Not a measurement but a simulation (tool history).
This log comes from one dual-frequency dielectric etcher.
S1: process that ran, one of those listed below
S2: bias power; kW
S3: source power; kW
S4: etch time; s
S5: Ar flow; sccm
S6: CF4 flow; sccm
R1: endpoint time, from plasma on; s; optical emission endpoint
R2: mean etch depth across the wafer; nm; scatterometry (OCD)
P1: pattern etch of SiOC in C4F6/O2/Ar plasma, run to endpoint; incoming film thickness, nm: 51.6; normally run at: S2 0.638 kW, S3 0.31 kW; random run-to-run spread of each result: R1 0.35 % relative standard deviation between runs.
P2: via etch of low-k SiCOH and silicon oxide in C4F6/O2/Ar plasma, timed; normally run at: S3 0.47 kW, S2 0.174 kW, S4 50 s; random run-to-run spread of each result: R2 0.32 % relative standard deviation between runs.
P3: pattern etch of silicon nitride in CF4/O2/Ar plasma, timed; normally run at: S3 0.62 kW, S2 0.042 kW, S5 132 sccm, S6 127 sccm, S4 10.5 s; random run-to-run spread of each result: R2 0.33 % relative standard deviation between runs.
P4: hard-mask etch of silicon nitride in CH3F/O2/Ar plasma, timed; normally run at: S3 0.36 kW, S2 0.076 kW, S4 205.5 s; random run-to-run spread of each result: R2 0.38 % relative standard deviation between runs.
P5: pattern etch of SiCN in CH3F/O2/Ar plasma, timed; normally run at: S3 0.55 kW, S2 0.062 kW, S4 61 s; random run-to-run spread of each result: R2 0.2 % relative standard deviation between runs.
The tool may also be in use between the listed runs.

run   hour  S1     S2    S3     S4   S5   S6      R1      R2
  1    2.6  P1  0.638  0.31                   17.237
  2    5.8  P5  0.048  0.55     61                    22.784
  3    9.5  P1  0.826   0.4                   14.124
  4   12.6  P2  0.174  0.47     50                    142.34
  5   15.9  P3  0.055  0.62   10.5  132  127          24.298
  6     21  P2   0.11  0.47     50                    123.93
  7   25.9  P3  0.042  0.62   10.5  132  127          22.113
  8   29.4  P5  0.062  0.55   33.5                    13.601
  9   34.7  P5  0.062  0.74     61                    27.841
 10   39.7  P1  0.638  0.31                   17.186
 11   43.3  P3  0.042  0.62   10.5  172  127          21.221
 12   48.2  P1  0.638  0.31                   17.035
 13     52  P1  0.638  0.31                    17.17
 14   55.1  P4  0.106  0.36  205.5                    160.91
 15   59.8  P3  0.042   0.4   10.5  132  127          15.065
 16   64.2  P3  0.042  0.62   10.5  132   88          20.817
 17   69.7  P1  0.638  0.24                   18.655
 18   72.7  P4  0.076  0.45  205.5                    156.14
 19   75.5  P2  0.174  0.47     50                    141.44
 20   79.1  P1  0.638  0.31                   17.113
 21   82.5  P2  0.174  0.59     50                    155.19
 22   87.1  P1  0.638  0.31                   17.061
 23   92.5  P5  0.062  0.55     61                    24.872
 24   97.7  P3  0.042  0.62   10.5  132  127           22.05
 25  102.2  P5  0.062  0.55     61                    24.828
 26  107.8  P1  0.373  0.31                   20.908
 27  112.7  P1   0.76  0.31                   16.038
 28  117.1  P3  0.042  0.62      8  132  127          16.783
 29  122.4  P1  0.638  0.31                   17.128
 30  128.1  P4  0.076  0.36  205.5                    141.94
 31  132.9  P2  0.174  0.47     72                    204.37
 32  138.5  P4  0.076  0.36    284                    195.56
 33  141.3  P1  0.439  0.38                   18.273
 34    145  P1  0.638  0.39                   15.888
 35  147.6  P1  0.638  0.31                   17.113
 36  150.9  P1  0.638  0.31                   16.861
 37  155.5  P1  0.638  0.31                   16.978
 38  159.5  P1  0.638  0.31                   16.829
       161  -- wet clean of the chamber
 39  164.2  P1  0.638  0.31                   16.843
 40  167.5  P1  0.638  0.31                   16.834
 41    170  P1  0.638  0.31                   16.834
 42  174.5  P1  0.638  0.31                   16.825

P1 no longer gives what it gave before; its output has crept away from where it was. The following 2 causes, each at its listed size, fit the log equally well:
A: source power that arrives over what is set, % = 4.89
B: bias power that arrives over what is set, % = 4.53
The creep began at about hour 147.6.
Other possible causes, and why each is ruled out:
chamber walls in a state that raises the etch rate, %: serviced after onset, at hour 161, with no recovery of the prior output

Of the 4 check runs listed below, each run on one wafer and each result written as a question mark, which would let you distinguish the listed causes because they would give clearly different results?
check 1   179  P2  0.128  0.56     50                ?
check 2   179  P4  0.106  0.42  205.5                ?
check 3   179  P5  0.062  0.63     42                ?
check 4   179  P3  0.042  0.62   10.5  163  95       ?

Outcome of each check run for each possible cause:
  check  result    if A    if B
check 1      R2   141.4  140.48
check 2      R2  173.11  172.89
check 3      R2  18.323  18.255
check 4      R2  21.354  20.839
Smallest distance between any two causes, each pair judged by its most separating result, in per cent: check 1 0.66 %; check 2 0.13 %; check 3 0.37 %; check 4 2.44 %
Only in check 4 would the causes give clearly different results; in the remaining checks their results would be nearly the same.

Check 4 has now been run. It gave: R2 20.895 nm. Which of the candidate causes is it?

The correct cause is B, namely: bias power that arrives over what is set, %.
